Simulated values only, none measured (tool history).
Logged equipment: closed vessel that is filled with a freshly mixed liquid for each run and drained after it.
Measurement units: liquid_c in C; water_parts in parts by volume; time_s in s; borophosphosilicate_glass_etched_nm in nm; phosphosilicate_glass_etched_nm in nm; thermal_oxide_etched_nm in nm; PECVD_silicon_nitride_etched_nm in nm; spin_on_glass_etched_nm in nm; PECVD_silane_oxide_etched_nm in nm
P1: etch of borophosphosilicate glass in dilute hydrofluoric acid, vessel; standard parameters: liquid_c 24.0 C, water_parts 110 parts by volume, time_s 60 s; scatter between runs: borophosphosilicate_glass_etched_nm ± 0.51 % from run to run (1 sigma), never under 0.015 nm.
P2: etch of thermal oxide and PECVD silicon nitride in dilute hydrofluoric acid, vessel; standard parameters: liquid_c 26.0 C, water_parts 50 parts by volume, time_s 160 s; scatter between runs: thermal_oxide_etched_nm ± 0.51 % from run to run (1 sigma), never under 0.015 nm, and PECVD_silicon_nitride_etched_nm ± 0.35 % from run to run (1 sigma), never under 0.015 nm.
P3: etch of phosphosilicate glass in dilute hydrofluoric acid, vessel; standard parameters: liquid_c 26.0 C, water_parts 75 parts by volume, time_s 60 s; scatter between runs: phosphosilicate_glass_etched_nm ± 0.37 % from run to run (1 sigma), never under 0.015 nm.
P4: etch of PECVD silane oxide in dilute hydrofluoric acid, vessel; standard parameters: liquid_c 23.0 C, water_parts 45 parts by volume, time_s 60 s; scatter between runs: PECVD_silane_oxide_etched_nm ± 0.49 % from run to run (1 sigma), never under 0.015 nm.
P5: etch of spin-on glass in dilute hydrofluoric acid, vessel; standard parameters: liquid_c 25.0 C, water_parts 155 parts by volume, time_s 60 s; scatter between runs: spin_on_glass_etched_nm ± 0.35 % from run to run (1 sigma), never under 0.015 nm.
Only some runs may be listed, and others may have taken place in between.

run	day	process	liquid_c	water_parts	time_s	borophosphosilicate_glass_etched_nm	phosphosilicate_glass_etched_nm	thermal_oxide_etched_nm	PECVD_silicon_nitride_etched_nm	spin_on_glass_etched_nm	PECVD_silane_oxide_etched_nm
1	0.175	P1	24.0	110	60	27.654					
2	0.350	P1	24.0	110	60	27.942					
3	0.479	P1	24.0	110	30	13.976					
4	0.625	P3	26.0	120	60		101.95				
5	0.767	P2	26.0	50	160			16.666	16.604		
6	0.929	P1	32.0	110	60	37.903					
7	1.158	P1	30.0	195	60	17.452					
8	1.296	P2	33.5	50	160			22.313	26.792		
9	1.508	P1	24.0	175	60	16.203					
10	1.712	P1	24.0	110	115	53.163					
11	1.829	P5	33.0	155	60					32.178	
12	2.046	P4	23.0	45	60						51.612
13	2.246	P3	32.0	75	60		217.50				
14	2.425	P1	24.0	110	60	27.870					
15	2.600	P5	25.0	155	30					12.113	
16	2.746	P4	23.0	45	105						90.179
17	2.862	P1	24.0	150	105	33.796					
18	2.962	P1	17.0	110	60	20.777					
19	3.142	P1	24.0	110	60	27.611					
20	3.300	P2	26.0	50	160			16.721	16.584		
21	3.433	P3	26.0	75	60		174.05				
22	3.612	P5	25.0	155	60					24.276	
23	3.842	P5	25.0	275	60					11.975	
24	3.946	P5	25.0	155	60					24.136	
25	4.146	P1	30.0	110	115	66.962					
26	4.292	P2	26.0	50	300			31.508	30.725		
27	4.417	P4	19.0	45	60						43.574
28	4.533	P2	26.0	20	160			43.386	40.224		
29	4.658	P4	23.0	20	60						120.970
30	4.846	P1	24.0	110	60	27.788					
31	5.058	P3	26.0	75	95		275.05				
32	5.279	P4	23.0	45	60						51.876
33	5.429	P1	24.0	55	60	59.800					
34	5.538	P1	24.0	110	60	27.773					
35	5.742	P1	24.0	110	60	26.835					
36	5.908	P1	24.0	110	60	26.375					
37	6.058	P1	24.0	110	60	26.036					
38	6.292	P1	24.0	110	60	25.975					
39	6.483	P1	24.0	110	60	25.460					
40	6.708	P1	24.0	110	60	25.345					
41	6.912	P1	24.0	110	60	25.420					
42	7.075	P1	24.0	110	60	25.343					
43	7.258	P1	24.0	110	60	24.986					

The output of P1 has drifted from where it used to be. Each of the 2 causes below, taken at the size shown beside it, accounts for the log equally well:
A: liquid colder than its thermometer reads (K) = 2.27
B: hydrofluoric acid flow below the setpoint (%) = 7.62
The process output started creeping at around day 5.538.

Consider the 4 single-wafer check runs listed below, results given as question marks: which one distinguishes between the causes by giving clearly different results for each?
check 1	7.442	P5	25.0	155	60					?	
check 2	7.442	P2	26.0	50	160			?	?		
check 3	7.442	P3	26.0	75	60		?				
check 4	7.442	P4	23.0	45	60						?

What every check run would give for each of its results, assuming each possible cause in turn:
check	result	if A	if B
check 1	spin_on_glass_etched_nm	22.222	22.058
check 2	thermal_oxide_etched_nm	15.214	15.334
check 2	PECVD_silicon_nitride_etched_nm	14.150	15.241
check 3	phosphosilicate_glass_etched_nm	158.01	158.54
check 4	PECVD_silane_oxide_etched_nm	47.120	47.656
Minimum pairwise separation of causes per check, each pair taken at its best-separating result: check 1 0.74 %; check 2 7.43 %; check 3 0.34 %; check 4 1.13 %
The other checks would show nearly matching results whichever cause is true, so check 2 is the only one that separates the causes.

Check 2 has now been run. It gave: thermal_oxide_etched_nm 15.146 nm; PECVD_silicon_nitride_etched_nm 14.164 nm. Which of the candidate causes is it?

It is A: liquid colder than its thermometer reads (K).

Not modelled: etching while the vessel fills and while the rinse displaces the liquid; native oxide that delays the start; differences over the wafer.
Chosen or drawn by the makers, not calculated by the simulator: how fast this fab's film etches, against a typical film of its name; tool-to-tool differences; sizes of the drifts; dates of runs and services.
